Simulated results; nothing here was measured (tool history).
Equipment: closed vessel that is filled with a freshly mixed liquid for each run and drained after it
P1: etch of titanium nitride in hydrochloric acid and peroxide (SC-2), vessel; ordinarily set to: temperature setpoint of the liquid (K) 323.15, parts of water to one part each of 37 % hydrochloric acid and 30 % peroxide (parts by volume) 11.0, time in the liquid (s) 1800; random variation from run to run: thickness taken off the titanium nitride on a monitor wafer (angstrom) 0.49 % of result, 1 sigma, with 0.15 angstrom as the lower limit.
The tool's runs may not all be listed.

| run | hour | temperature setpoint of the liquid (K) | parts of water to one part each of 37 % hydrochloric acid and 30 % peroxide (parts by volume) | time in the liquid (s) | thickness taken off the titanium nitride on a monitor wafer (angstrom) |
|---|---|---|---|---|---|
| 1 | 9.0 | 323.15 | 11.0 | 1800 | 247.820 |
| 2 | 16.1 | 323.15 | 11.0 | 1800 | 247.990 |
| 3 | 27.7 | 308.15 | 4.0 | 1800 | 186.910 |
|  | 34.2 | thermometer replaced |
| 4 | 35.6 | 323.15 | 11.0 | 1800 | 249.180 |
| 5 | 43.7 | 333.15 | 11.0 | 1800 | 472.030 |
| 6 | 51.3 | 323.15 | 11.0 | 1800 | 249.270 |
| 7 | 58.9 | 323.15 | 11.0 | 3515 | 480.090 |
| 8 | 66.5 | 323.15 | 11.0 | 1800 | 248.530 |
| 9 | 73.5 | 323.15 | 11.0 | 265 | 36.273 |
| 10 | 85.5 | 323.15 | 11.0 | 1800 | 247.710 |
| 11 | 97.7 | 323.15 | 19.5 | 1800 | 150.500 |
| 12 | 107.2 | 323.15 | 4.0 | 1800 | 535.140 |
| 13 | 117.7 | 337.15 | 18.5 | 1800 | 383.650 |
| 14 | 130.1 | 308.15 | 11.0 | 1800 | 86.457 |
| 15 | 138.5 | 323.15 | 11.0 | 1800 | 246.870 |
| 16 | 149.3 | 323.15 | 11.0 | 1800 | 256.050 |
| 17 | 158.8 | 323.15 | 11.0 | 1800 | 256.670 |
| 18 | 168.6 | 323.15 | 11.0 | 1800 | 261.230 |
| 19 | 175.8 | 323.15 | 11.0 | 1800 | 262.720 |
| 20 | 184.7 | 323.15 | 11.0 | 1800 | 265.120 |
| 21 | 197.2 | 323.15 | 11.0 | 1800 | 264.960 |
| 22 | 207.7 | 323.15 | 11.0 | 1800 | 266.500 |
| 23 | 216.0 | 323.15 | 11.0 | 1800 | 263.710 |

Something has made what P1 gives creep away from where it was; the 2 causes below, each at its own stated size, fit the log equally well:
A: chemicals flow above the setpoint (%) = 8.85
B: liquid hotter than its thermometer reads (K) = 1.08
The onset of the drift is placed at about hour 138.5.
Why every other cause is out:
peroxide weaker than its label (%): capped at 8; at that size thickness taken off the titanium nitride on a monitor wafer (angstrom) would change by -7.4 %, too little to explain the creep or opposite to it

Consider the 4 check runs below, whose results appear as question marks and each of which averages 3 wafers. Which one distinguishes the causes, in that each cause would give it a clearly different result?
| check 1 | 224.3 | 323.15 | 16.0 | 1800 | ? |
| check 2 | 224.3 | 332.15 | 11.0 | 655 | ? |
| check 3 | 224.3 | 314.15 | 4.0 | 1800 | ? |
| check 4 | 224.3 | 323.15 | 19.5 | 3450 | ? |

How each check would come out, cause by cause:
| check | result | if A | if B |
|---|---|---|---|
| check 1 | thickness taken off the titanium nitride on a monitor wafer (angstrom) | 192.100 | 191.480 |
| check 2 | thickness taken off the titanium nitride on a monitor wafer (angstrom) | 172.880 | 172.310 |
| check 3 | thickness taken off the titanium nitride on a monitor wafer (angstrom) | 304.920 | 311.150 |
| check 4 | thickness taken off the titanium nitride on a monitor wafer (angstrom) | 308.740 | 307.260 |
Minimum pairwise separation of causes per check, each pair taken at its best-separating result: check 1 0.33 %; check 2 0.33 %; check 3 2.02 %; check 4 0.48 %
Only check 3 tells the causes apart: in the others they would give nearly the same result.

Check 3 has now been run. It gave: thickness taken off the titanium nitride on a monitor wafer (angstrom) 312.600. Which of the candidate causes is it?

It was cause B: liquid hotter than its thermometer reads (K).
